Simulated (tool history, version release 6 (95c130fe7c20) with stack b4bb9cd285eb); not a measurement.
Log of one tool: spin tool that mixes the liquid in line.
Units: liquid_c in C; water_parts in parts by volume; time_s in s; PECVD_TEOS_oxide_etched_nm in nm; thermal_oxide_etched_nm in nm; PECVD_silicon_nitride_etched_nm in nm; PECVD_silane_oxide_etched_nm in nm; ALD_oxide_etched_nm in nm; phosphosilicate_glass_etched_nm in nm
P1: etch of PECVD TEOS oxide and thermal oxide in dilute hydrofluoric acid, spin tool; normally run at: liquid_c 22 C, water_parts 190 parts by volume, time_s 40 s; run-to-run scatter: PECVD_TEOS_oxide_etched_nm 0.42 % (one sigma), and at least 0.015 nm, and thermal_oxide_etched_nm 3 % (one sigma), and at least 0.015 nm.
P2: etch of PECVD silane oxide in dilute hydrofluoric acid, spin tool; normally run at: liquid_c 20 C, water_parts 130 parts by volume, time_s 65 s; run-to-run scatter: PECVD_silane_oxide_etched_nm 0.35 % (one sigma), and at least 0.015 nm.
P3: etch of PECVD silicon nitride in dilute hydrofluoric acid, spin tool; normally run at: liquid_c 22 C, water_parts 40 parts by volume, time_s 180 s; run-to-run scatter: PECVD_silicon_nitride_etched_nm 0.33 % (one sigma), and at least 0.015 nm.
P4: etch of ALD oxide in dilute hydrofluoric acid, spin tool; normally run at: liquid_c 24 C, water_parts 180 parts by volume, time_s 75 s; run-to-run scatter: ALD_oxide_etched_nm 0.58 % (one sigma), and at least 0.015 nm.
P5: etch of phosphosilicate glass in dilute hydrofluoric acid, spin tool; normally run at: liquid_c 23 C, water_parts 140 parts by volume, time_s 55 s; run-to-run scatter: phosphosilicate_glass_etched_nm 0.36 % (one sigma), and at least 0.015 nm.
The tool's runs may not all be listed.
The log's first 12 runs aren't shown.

| run | hour | process | liquid_c | water_parts | time_s | PECVD_TEOS_oxide_etched_nm | thermal_oxide_etched_nm | PECVD_silicon_nitride_etched_nm | PECVD_silane_oxide_etched_nm | ALD_oxide_etched_nm | phosphosilicate_glass_etched_nm |
|---|---|---|---|---|---|---|---|---|---|---|---|
| 13 | 179.6 | P1 | 30 | 190 | 40 | 6.4306 | 1.2085 |  |  |  |  |
| 14 | 188.6 | P2 | 20 | 55 | 65 |  |  |  | 32.848 |  |  |
| 15 | 197.2 | P4 | 24 | 180 | 75 |  |  |  |  | 10.088 |  |
| 16 | 208.7 | P1 | 22 | 190 | 20 | 2.4252 | 0.44515 |  |  |  |  |
| 17 | 218.7 | P1 | 22 | 190 | 40 | 4.8517 | 0.90157 |  |  |  |  |
| 18 | 227.2 | P1 | 22 | 190 | 40 | 4.7924 | 0.8887 |  |  |  |  |
| 19 | 236.6 | P5 | 23 | 240 | 55 |  |  |  |  |  | 11.839 |
| 20 | 245.4 | P1 | 22 | 190 | 40 | 4.8482 | 0.88314 |  |  |  |  |
| 21 | 262.6 | P1 | 22 | 55 | 70 | 34.062 | 6.1735 |  |  |  |  |
| 22 | 279.9 | P5 | 23 | 140 | 15 |  |  |  |  |  | 6.1651 |
| 23 | 297.6 | P1 | 22 | 260 | 40 | 3.2506 | 0.58146 |  |  |  |  |
| 24 | 305.7 | P3 | 17.5 | 40 | 180 |  |  | 5.2681 |  |  |  |
| 25 | 320.5 | P3 | 22 | 40 | 15 |  |  | 0.59051 |  |  |  |
| 26 | 335.1 | P1 | 22 | 105 | 20 | 4.8215 | 0.88877 |  |  |  |  |
| 27 | 344.6 | P4 | 18.5 | 180 | 75 |  |  |  |  | 8.275 |  |
| 28 | 358 | P4 | 24 | 180 | 75 |  |  |  |  | 10.14 |  |
| 29 | 375.3 | P1 | 17 | 190 | 40 | 3.9819 | 0.76162 |  |  |  |  |
| 30 | 388.7 | P5 | 23 | 140 | 55 |  |  |  |  |  | 22.652 |
| 31 | 404.6 | P1 | 22 | 190 | 40 | 4.7864 | 0.8725 |  |  |  |  |
| 32 | 421.6 | P1 | 22 | 190 | 40 | 5.0475 | 0.88394 |  |  |  |  |

Run 33 comes next. What will it give?
| 33 | 433 | P1 | 22 | 190 | 40 | ? | ? |  |  |  |  |

PECVD_TEOS_oxide_etched_nm: 5.0804 nm
thermal_oxide_etched_nm: 0.9132 nm
